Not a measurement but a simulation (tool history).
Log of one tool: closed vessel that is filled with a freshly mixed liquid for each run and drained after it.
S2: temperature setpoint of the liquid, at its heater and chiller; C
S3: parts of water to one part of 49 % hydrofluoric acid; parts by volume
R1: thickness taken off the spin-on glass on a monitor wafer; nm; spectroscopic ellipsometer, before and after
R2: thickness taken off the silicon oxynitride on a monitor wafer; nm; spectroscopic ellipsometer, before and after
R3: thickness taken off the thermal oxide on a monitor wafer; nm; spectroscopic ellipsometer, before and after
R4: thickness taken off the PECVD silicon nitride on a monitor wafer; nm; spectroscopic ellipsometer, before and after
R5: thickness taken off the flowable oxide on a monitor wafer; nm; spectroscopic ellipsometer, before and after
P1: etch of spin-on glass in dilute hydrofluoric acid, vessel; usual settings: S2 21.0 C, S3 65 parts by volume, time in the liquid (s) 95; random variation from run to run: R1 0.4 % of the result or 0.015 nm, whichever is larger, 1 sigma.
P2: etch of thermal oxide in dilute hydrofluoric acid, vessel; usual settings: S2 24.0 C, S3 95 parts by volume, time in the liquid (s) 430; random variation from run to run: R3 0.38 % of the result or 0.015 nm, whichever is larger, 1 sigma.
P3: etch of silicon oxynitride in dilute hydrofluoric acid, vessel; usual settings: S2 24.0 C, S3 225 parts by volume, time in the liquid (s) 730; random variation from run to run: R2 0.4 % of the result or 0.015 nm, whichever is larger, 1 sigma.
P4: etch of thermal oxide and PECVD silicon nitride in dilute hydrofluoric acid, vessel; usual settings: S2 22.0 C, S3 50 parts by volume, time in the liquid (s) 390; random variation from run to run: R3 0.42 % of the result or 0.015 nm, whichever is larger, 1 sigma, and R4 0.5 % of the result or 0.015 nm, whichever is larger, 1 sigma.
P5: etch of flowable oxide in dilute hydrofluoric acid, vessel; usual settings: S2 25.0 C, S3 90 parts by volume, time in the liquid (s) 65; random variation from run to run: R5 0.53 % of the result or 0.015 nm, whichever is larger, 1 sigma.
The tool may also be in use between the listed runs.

run 1 hour=4.6 | process_that_ran=P1 S2=21.0 S3=65 time_in_the_liquid_(s)=95 | R1=56.753
run 2 hour=10.8 | process_that_ran=P1 S2=21.0 S3=65 time_in_the_liquid_(s)=95 | R1=56.958
run 3 hour=19.7 | process_that_ran=P1 S2=21.0 S3=65 time_in_the_liquid_(s)=95 | R1=56.562
run 4 hour=26.2 | process_that_ran=P3 S2=24.0 S3=225 time_in_the_liquid_(s)=730 | R2=13.4300
run 5 hour=33.4 | process_that_ran=P4 S2=22.0 S3=50 time_in_the_liquid_(s)=190 | R3=18.065 R4=10.892
run 6 hour=41.4 | process_that_ran=P1 S2=17.0 S3=65 time_in_the_liquid_(s)=95 | R1=47.773
run 7 hour=46.7 | process_that_ran=P2 S2=24.0 S3=145 time_in_the_liquid_(s)=430 | R3=13.588
run 8 hour=55.2 | process_that_ran=P5 S2=25.0 S3=90 time_in_the_liquid_(s)=30 | R5=17.716
run 9 hour=61.3 | process_that_ran=P3 S2=24.0 S3=80 time_in_the_liquid_(s)=730 | R2=42.2490
run 10 hour=70.0 | process_that_ran=P1 S2=29.0 S3=65 time_in_the_liquid_(s)=95 | R1=78.487
run 11 hour=79.2 | process_that_ran=P5 S2=25.0 S3=90 time_in_the_liquid_(s)=65 | R5=38.677
run 12 hour=83.5 | process_that_ran=P1 S2=21.0 S3=65 time_in_the_liquid_(s)=95 | R1=56.610
run 13 hour=91.7 | process_that_ran=P1 S2=21.0 S3=65 time_in_the_liquid_(s)=170 | R1=101.290
run 14 hour=96.3 | process_that_ran=P1 S2=24.5 S3=20 time_in_the_liquid_(s)=95 | R1=226.690
run 15 hour=101.4 | process_that_ran=P2 S2=20.5 S3=95 time_in_the_liquid_(s)=430 | R3=19.137
run 16 hour=108.3 | process_that_ran=P3 S2=19.5 S3=225 time_in_the_liquid_(s)=730 | R2=10.9300
run 17 hour=115.0 | process_that_ran=P5 S2=19.5 S3=90 time_in_the_liquid_(s)=65 | R5=30.980
run 18 hour=121.0 | process_that_ran=P4 S2=22.0 S3=50 time_in_the_liquid_(s)=390 | R3=36.946 R4=22.247
run 19 hour=129.5 | process_that_ran=P2 S2=24.0 S3=95 time_in_the_liquid_(s)=635 | R3=32.649
run 20 hour=138.1 | process_that_ran=P1 S2=21.0 S3=100 time_in_the_liquid_(s)=95 | R1=34.850
run 21 hour=145.4 | process_that_ran=P2 S2=24.0 S3=95 time_in_the_liquid_(s)=430 | R3=22.054
run 22 hour=151.8 | process_that_ran=P3 S2=24.0 S3=225 time_in_the_liquid_(s)=105 | R2=1.9302
run 23 hour=158.0 | process_that_ran=P1 S2=21.0 S3=65 time_in_the_liquid_(s)=95 | R1=56.568
run 24 hour=163.4 | process_that_ran=P1 S2=21.0 S3=65 time_in_the_liquid_(s)=30 | R1=17.830
run 25 hour=172.1 | process_that_ran=P4 S2=22.0 S3=75 time_in_the_liquid_(s)=390 | R3=23.866 R4=14.993
run 26 hour=179.9 | process_that_ran=P4 S2=28.5 S3=50 time_in_the_liquid_(s)=390 | R3=48.267 R4=34.442
run 27 hour=188.3 | process_that_ran=P1 S2=21.0 S3=25 time_in_the_liquid_(s)=135 | R1=220.800
run 28 hour=195.2 | process_that_ran=P1 S2=21.0 S3=25 time_in_the_liquid_(s)=95 | R1=153.890
run 29 hour=205.1 | process_that_ran=P5 S2=25.0 S3=90 time_in_the_liquid_(s)=65 | R5=38.471
run 30 hour=211.0 | process_that_ran=P5 S2=25.0 S3=20 time_in_the_liquid_(s)=65 | R5=189.660
run 31 hour=216.5 | process_that_ran=P1 S2=21.0 S3=65 time_in_the_liquid_(s)=95 | R1=56.549
run 32 hour=221.5 | process_that_ran=P1 S2=21.0 S3=65 time_in_the_liquid_(s)=95 | R1=57.564
run 33 hour=230.2 | process_that_ran=P1 S2=21.0 S3=65 time_in_the_liquid_(s)=95 | R1=58.590
run 34 hour=236.8 | process_that_ran=P1 S2=21.0 S3=65 time_in_the_liquid_(s)=95 | R1=59.748
run 35 hour=243.7 | process_that_ran=P1 S2=21.0 S3=65 time_in_the_liquid_(s)=95 | R1=60.298
run 36 hour=248.7 | process_that_ran=P1 S2=21.0 S3=65 time_in_the_liquid_(s)=95 | R1=60.546
run 37 hour=256.6 | process_that_ran=P1 S2=21.0 S3=65 time_in_the_liquid_(s)=95 | R1=60.696
run 38 hour=265.7 | process_that_ran=P1 S2=21.0 S3=65 time_in_the_liquid_(s)=95 | R1=60.655
run 39 hour=273.7 | process_that_ran=P1 S2=21.0 S3=65 time_in_the_liquid_(s)=95 | R1=60.979
run 40 hour=280.3 | process_that_ran=P1 S2=21.0 S3=65 time_in_the_liquid_(s)=95 | R1=61.349
run 41 hour=285.1 | process_that_ran=P1 S2=21.0 S3=65 time_in_the_liquid_(s)=95 | R1=60.782

What P1 gives has crept away from where it was. These 2 causes fit the log equally well, each at the size given:
A: liquid hotter than its thermometer reads (K) = 1.87
B: hydrofluoric acid flow above the setpoint (%) = 7.41
The creep began at about hour 216.5.

4 check runs are offered, one wafer each, their results left as question marks. Which one tells the causes apart?
run check 1 hour=289.9 | process_that_ran=P3 S2=24.0 S3=225 time_in_the_liquid_(s)=730 | R2=?
run check 2 hour=289.9 | process_that_ran=P5 S2=25.0 S3=90 time_in_the_liquid_(s)=65 | R5=?
run check 3 hour=289.9 | process_that_ran=P2 S2=24.0 S3=95 time_in_the_liquid_(s)=430 | R3=?
run check 4 hour=289.9 | process_that_ran=P4 S2=22.0 S3=50 time_in_the_liquid_(s)=390 | R3=? R4=?

What each check would give under each cause:
check=check_1 result=R2 if_A=14.5360 if_B=14.5570
check=check_2 result=R5 if_A=41.360 if_B=41.613
check=check_3 result=R3 if_A=23.741 if_B=23.881
check=check_4 result=R3 if_A=39.783 if_B=39.713
check=check_4 result=R4 if_A=25.327 if_B=23.914
How far apart the two closest causes lie, in the result that separates them most: check 1 0.14 %; check 2 0.61 %; check 3 0.59 %; check 4 5.74 %
Check 4 tells the causes apart: in the others they would give nearly the same result.

Check 4 was then run and gave: R3 39.627 nm; R4 23.846 nm. Which cause is it?

It is B: hydrofluoric acid flow above the setpoint (%).
